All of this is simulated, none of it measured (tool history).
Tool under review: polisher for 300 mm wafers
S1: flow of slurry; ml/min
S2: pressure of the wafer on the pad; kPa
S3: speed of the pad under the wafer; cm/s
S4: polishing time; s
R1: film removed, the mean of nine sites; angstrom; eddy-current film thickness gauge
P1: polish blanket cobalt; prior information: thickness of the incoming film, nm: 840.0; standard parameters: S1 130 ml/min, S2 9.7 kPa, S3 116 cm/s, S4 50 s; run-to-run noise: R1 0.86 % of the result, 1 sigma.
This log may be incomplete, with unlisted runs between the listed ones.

Run 1, day 0.271: S1 130 ml/min, S2 9.7 kPa, S3 116 cm/s, S4 50 s. Result: R1 1917.30 angstrom.
Run 2, day 0.771: S1 130 ml/min, S2 9.7 kPa, S3 116 cm/s, S4 37 s. Result: R1 1397.10 angstrom.
Run 3, day 1.288: S1 130 ml/min, S2 9.7 kPa, S3 116 cm/s, S4 74 s. Result: R1 2820.10 angstrom.
Run 4, day 1.592: S1 180 ml/min, S2 9.7 kPa, S3 116 cm/s, S4 50 s. Result: R1 2001.20 angstrom.
Run 5, day 1.912: S1 130 ml/min, S2 15.2 kPa, S3 116 cm/s, S4 50 s. Result: R1 2927.50 angstrom.
Run 6, day 2.179: S1 130 ml/min, S2 9.7 kPa, S3 56 cm/s, S4 50 s. Result: R1 913.16 angstrom.
Run 7, day 2.608: S1 130 ml/min, S2 9.7 kPa, S3 116 cm/s, S4 50 s. Result: R1 1905.40 angstrom.
Run 8, day 2.900: S1 130 ml/min, S2 9.7 kPa, S3 116 cm/s, S4 50 s. Result: R1 1896.10 angstrom.
Run 9, day 3.350: S1 130 ml/min, S2 9.7 kPa, S3 116 cm/s, S4 50 s. Result: R1 1885.30 angstrom.
Run 10, day 3.667: S1 130 ml/min, S2 9.7 kPa, S3 116 cm/s, S4 50 s. Result: R1 1926.00 angstrom.
Run 11, day 4.000: S1 130 ml/min, S2 9.7 kPa, S3 84 cm/s, S4 74 s. Result: R1 2007.90 angstrom.
Run 12, day 4.550: S1 130 ml/min, S2 9.7 kPa, S3 182 cm/s, S4 50 s. Result: R1 2976.40 angstrom.
Run 13, day 5.092: S1 80 ml/min, S2 9.7 kPa, S3 116 cm/s, S4 50 s. Result: R1 1668.30 angstrom.
Run 14, day 5.492: S1 130 ml/min, S2 4.1 kPa, S3 116 cm/s, S4 50 s. Result: R1 802.61 angstrom.
Run 15, day 5.812: S1 130 ml/min, S2 9.7 kPa, S3 116 cm/s, S4 50 s. Result: R1 1913.90 angstrom.
Run 16, day 6.133: S1 130 ml/min, S2 9.7 kPa, S3 116 cm/s, S4 50 s. Result: R1 1911.20 angstrom.
Run 17, day 6.479: S1 130 ml/min, S2 6.2 kPa, S3 144 cm/s, S4 50 s. Result: R1 1497.90 angstrom.
Run 18, day 6.992: S1 130 ml/min, S2 9.7 kPa, S3 116 cm/s, S4 50 s. Result: R1 1893.90 angstrom.
Run 19, day 7.242: S1 130 ml/min, S2 9.7 kPa, S3 116 cm/s, S4 50 s. Result: R1 1827.20 angstrom.
Run 20, day 7.762: S1 130 ml/min, S2 9.7 kPa, S3 116 cm/s, S4 50 s. Result: R1 1795.90 angstrom.

Run 21 comes next. What will it give?
Run 21, day 8.096: S1 130 ml/min, S2 9.7 kPa, S3 116 cm/s, S4 50 s. Result: R1 ?.

{"run 21": {"R1": 1779.2}}

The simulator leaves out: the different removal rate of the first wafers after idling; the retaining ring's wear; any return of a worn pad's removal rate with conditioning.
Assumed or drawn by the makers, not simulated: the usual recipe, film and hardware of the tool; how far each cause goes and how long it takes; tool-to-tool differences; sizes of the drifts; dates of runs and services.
